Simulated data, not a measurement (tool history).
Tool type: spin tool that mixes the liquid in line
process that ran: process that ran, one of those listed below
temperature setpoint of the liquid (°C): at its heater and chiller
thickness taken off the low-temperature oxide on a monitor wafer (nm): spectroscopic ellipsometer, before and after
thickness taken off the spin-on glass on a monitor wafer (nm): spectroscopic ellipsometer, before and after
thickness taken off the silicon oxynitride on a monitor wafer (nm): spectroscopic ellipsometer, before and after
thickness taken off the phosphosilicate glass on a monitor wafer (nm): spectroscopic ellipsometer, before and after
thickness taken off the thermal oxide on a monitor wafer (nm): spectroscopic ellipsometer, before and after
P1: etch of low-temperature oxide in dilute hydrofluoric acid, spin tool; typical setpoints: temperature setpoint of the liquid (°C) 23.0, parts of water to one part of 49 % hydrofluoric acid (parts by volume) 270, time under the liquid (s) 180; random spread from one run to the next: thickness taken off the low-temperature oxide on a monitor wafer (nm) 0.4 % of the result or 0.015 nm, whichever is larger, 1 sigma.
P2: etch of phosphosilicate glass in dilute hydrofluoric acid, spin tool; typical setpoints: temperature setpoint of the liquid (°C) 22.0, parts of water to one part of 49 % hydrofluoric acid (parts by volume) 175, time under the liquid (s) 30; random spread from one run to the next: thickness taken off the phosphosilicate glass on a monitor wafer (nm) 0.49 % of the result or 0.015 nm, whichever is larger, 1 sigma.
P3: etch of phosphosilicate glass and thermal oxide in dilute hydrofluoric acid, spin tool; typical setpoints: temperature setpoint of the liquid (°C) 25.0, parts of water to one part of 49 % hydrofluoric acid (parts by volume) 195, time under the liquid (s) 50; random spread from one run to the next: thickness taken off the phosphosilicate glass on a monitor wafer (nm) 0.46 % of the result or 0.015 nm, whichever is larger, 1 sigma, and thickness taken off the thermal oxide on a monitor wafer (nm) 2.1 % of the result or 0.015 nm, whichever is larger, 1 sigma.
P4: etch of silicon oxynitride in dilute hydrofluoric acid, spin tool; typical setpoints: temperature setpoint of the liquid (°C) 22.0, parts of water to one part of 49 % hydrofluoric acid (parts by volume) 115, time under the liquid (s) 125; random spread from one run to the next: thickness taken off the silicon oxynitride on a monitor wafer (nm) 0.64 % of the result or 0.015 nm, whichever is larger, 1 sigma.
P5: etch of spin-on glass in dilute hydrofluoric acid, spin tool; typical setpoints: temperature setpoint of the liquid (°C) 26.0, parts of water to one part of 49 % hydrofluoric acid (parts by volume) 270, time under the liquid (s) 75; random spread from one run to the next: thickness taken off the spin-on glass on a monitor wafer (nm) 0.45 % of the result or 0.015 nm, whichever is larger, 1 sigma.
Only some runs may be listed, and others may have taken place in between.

run	day	process that ran	temperature setpoint of the liquid (°C)	parts of water to one part of 49 % hydrofluoric acid (parts by volume)	time under the liquid (s)	thickness taken off the low-temperature oxide on a monitor wafer (nm)	thickness taken off the spin-on glass on a monitor wafer (nm)	thickness taken off the silicon oxynitride on a monitor wafer (nm)	thickness taken off the phosphosilicate glass on a monitor wafer (nm)	thickness taken off the thermal oxide on a monitor wafer (nm)
1	0.554	P1	23.0	270	180	5.74780				
2	1.229	P5	18.0	270	75		4.9633			
3	1.746	P4	22.0	115	50			1.8916		
4	2.404	P4	22.0	115	125			4.7524		
5	3.033	P5	26.0	410	75		3.7976			
6	3.417	P4	22.0	40	125			14.5410		
7	3.988	P2	30.0	175	30				23.1070	
8	4.492	P4	22.0	115	125			4.7830		
9	5.104	P1	23.0	400	35	0.66362				
10	5.633	P3	32.5	195	50				21.7050	1.5385
11	6.329	P1	23.0	270	335	10.70300				
12	6.846	P1	23.0	270	180	5.74470				
13	7.404	P2	22.0	260	30				10.7400	
14	8.021	P5	26.0	270	115		10.0730			
15	8.500	P2	22.0	175	15				8.7493	
16	8.996	P5	26.0	270	75		6.6205			
17	9.654	P2	22.0	175	30				17.2880	
18	10.292	P1	28.0	270	180	6.89060				
19	10.617	P3	25.0	95	50				38.4680	2.7230
20	10.933	P3	25.0	195	50				16.7980	1.2049
21	11.242	P5	26.0	270	75		6.6356			
22	11.617	P1	23.0	270	180	5.76310				
23	12.192	P3	25.0	195	80				26.7700	2.0081
24	12.512	P1	23.0	410	180	3.34000				
25	12.938	P4	29.5	115	125			6.7372		
26	13.400	P1	17.5	270	180	4.73040				
27	13.858	P1	23.0	70	180	27.68400				
28	14.162	P1	23.0	270	180	5.76490				
29	14.783	P1	23.0	270	15	0.47750				
30	15.362	P1	23.0	270	180	5.69720				
31	15.875	P1	23.0	270	180	5.72500				
32	16.562	P1	23.0	270	180	5.49280				
33	16.950	P1	23.0	270	180	5.40000				
34	17.567	P1	23.0	270	180	5.37970				
35	17.958	P1	23.0	270	180	5.38520				
36	18.517	P1	23.0	270	180	5.34080				
37	18.833	P1	23.0	270	180	5.30420				

What P1 gives has crept off from where it sat before. The 2 causes that follow fit the log equally well, each at the size noted:
A: liquid colder than its thermometer reads (K) = 2.11
B: hydrofluoric acid flow below the setpoint (%) = 5.83
The drift started at roughly day 15.875.

Which of the 4 check runs listed below, each an average over 3 wafers with its results shown as question marks, gives clearly different results under the different listed causes?
check 1	19.150	P2	29.5	175	30				?	
check 2	19.150	P4	27.5	115	125			?		
check 3	19.150	P3	30.5	195	75				?	?
check 4	19.150	P5	21.5	270	105		?			

If the cause were each of the candidates in turn, the checks would give the following:
check	result	if A	if B
check 1	thickness taken off the phosphosilicate glass on a monitor wafer (nm)	21.1270	21.1720
check 2	thickness taken off the silicon oxynitride on a monitor wafer (nm)	5.6134	5.7845
check 3	thickness taken off the phosphosilicate glass on a monitor wafer (nm)	28.3770	28.3390
check 3	thickness taken off the thermal oxide on a monitor wafer (nm)	2.0416	2.0389
check 4	thickness taken off the spin-on glass on a monitor wafer (nm)	7.2870	7.3022
Per check, the gap between the least separated pair of causes, taken in the result that splits them most: check 1 0.21 %; check 2 3 %; check 3 0.13 %; check 4 0.21 %
Only in check 2 would the causes give clearly different results; in the remaining checks their results would be nearly the same.

Running check 2 produced the following: thickness taken off the silicon oxynitride on a monitor wafer (nm) 5.5608. Which one of the listed causes fits?

It was cause A: liquid colder than its thermometer reads (K).
